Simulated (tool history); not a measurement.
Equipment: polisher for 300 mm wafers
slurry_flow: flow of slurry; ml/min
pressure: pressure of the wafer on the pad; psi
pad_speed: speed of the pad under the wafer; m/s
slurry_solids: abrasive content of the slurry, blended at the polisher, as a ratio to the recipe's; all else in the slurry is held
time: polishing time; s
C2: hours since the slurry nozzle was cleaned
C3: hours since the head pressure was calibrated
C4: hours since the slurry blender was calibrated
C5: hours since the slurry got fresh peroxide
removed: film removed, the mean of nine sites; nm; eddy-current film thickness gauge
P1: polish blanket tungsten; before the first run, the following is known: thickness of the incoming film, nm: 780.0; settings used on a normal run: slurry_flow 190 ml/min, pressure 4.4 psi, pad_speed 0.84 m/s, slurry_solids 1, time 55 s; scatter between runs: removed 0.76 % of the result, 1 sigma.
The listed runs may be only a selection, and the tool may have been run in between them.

Run 1, hour 10.2: slurry_flow 190 ml/min, pressure 4.4 psi, pad_speed 0.84 m/s, slurry_solids 1, time 55 s; wafers polished on this pad 474; C2 229.8; C3 328.1; C4 219.9; C5 42.8. Result: removed 241.44 nm.
Run 2, hour 22.1: slurry_flow 190 ml/min, pressure 4.4 psi, pad_speed 0.38 m/s, slurry_solids 1, time 55 s; wafers polished on this pad 588; C2 241.7; C3 340; C4 231.8; C5 54.7. Result: removed 108.66 nm.
Run 3, hour 35.3: slurry_flow 190 ml/min, pressure 4.4 psi, pad_speed 0.84 m/s, slurry_solids 1, time 27 s; wafers polished on this pad 714; C2 254.9; C3 353.2; C4 245; C5 67.9. Result: removed 118.76 nm.
Run 4, hour 49.4: slurry_flow 190 ml/min, pressure 4.4 psi, pad_speed 0.84 m/s, slurry_solids 0.5, time 55 s; wafers polished on this pad 848; C2 269; C3 367.3; C4 259.1; C5 82. Result: removed 203.49 nm.
Run 5, hour 64.2: slurry_flow 190 ml/min, pressure 6.8 psi, pad_speed 0.84 m/s, slurry_solids 1, time 55 s; wafers polished on this pad 990; C2 283.8; C3 382.1; C4 273.9; C5 96.8. Result: removed 366.74 nm.
At hour 80.7: worn pad replaced by a new one.
Run 6, hour 81.9: slurry_flow 190 ml/min, pressure 4.4 psi, pad_speed 0.84 m/s, slurry_solids 1, time 55 s; wafers polished on this pad 11; C2 301.5; C3 399.8; C4 291.6; C5 114.5. Result: removed 239.84 nm.
Run 7, hour 96.6: slurry_flow 260 ml/min, pressure 4.4 psi, pad_speed 0.84 m/s, slurry_solids 1, time 55 s; wafers polished on this pad 152; C2 316.2; C3 414.5; C4 306.3; C5 129.2. Result: removed 247.43 nm.
Run 8, hour 107: slurry_flow 190 ml/min, pressure 4.4 psi, pad_speed 0.84 m/s, slurry_solids 1, time 55 s; wafers polished on this pad 251; C2 326.6; C3 424.9; C4 316.7; C5 139.6. Result: removed 241.08 nm.
At hour 110.9: head pressure recalibrated.
Run 9, hour 123.2: slurry_flow 190 ml/min, pressure 4.4 psi, pad_speed 0.84 m/s, slurry_solids 1, time 55 s; wafers polished on this pad 405; C2 342.8; C3 12.3; C4 332.9; C5 155.8. Result: removed 239.48 nm.
Run 10, hour 136.2: slurry_flow 115 ml/min, pressure 4.4 psi, pad_speed 0.84 m/s, slurry_solids 1, time 55 s; wafers polished on this pad 529; C2 355.8; C3 25.3; C4 345.9; C5 168.8. Result: removed 221.2 nm.
Run 11, hour 154.3: slurry_flow 190 ml/min, pressure 4.4 psi, pad_speed 0.84 m/s, slurry_solids 1.3, time 55 s; wafers polished on this pad 702; C2 373.9; C3 43.4; C4 364; C5 186.9. Result: removed 254.82 nm.
Run 12, hour 166.4: slurry_flow 190 ml/min, pressure 4.4 psi, pad_speed 1.14 m/s, slurry_solids 1, time 55 s; wafers polished on this pad 818; C2 386; C3 55.5; C4 376.1; C5 199. Result: removed 329.35 nm.
Run 13, hour 183.6: slurry_flow 190 ml/min, pressure 4.4 psi, pad_speed 0.84 m/s, slurry_solids 1, time 55 s; wafers polished on this pad 982; C2 403.2; C3 72.7; C4 393.3; C5 216.2. Result: removed 236.81 nm.
Run 14, hour 198.2: slurry_flow 190 ml/min, pressure 4.4 psi, pad_speed 0.84 m/s, slurry_solids 1, time 77 s; wafers polished on this pad 1121; C2 417.8; C3 87.3; C4 407.9; C5 230.8. Result: removed 335.47 nm.
Run 15, hour 217.4: slurry_flow 190 ml/min, pressure 4.4 psi, pad_speed 0.84 m/s, slurry_solids 1, time 55 s; wafers polished on this pad 1304; C2 437; C3 106.5; C4 427.1; C5 250. Result: removed 243.28 nm.

Estimate the outcome of run 16 from the log above:
Run 16, hour 228.5: slurry_flow 190 ml/min, pressure 3.1 psi, pad_speed 0.84 m/s, slurry_solids 1.35, time 55 s; wafers polished on this pad 1410; C2 448.1; C3 117.6; C4 438.2; C5 261.1. Result: removed ?.

{"run 16": {"removed": 183.89}}
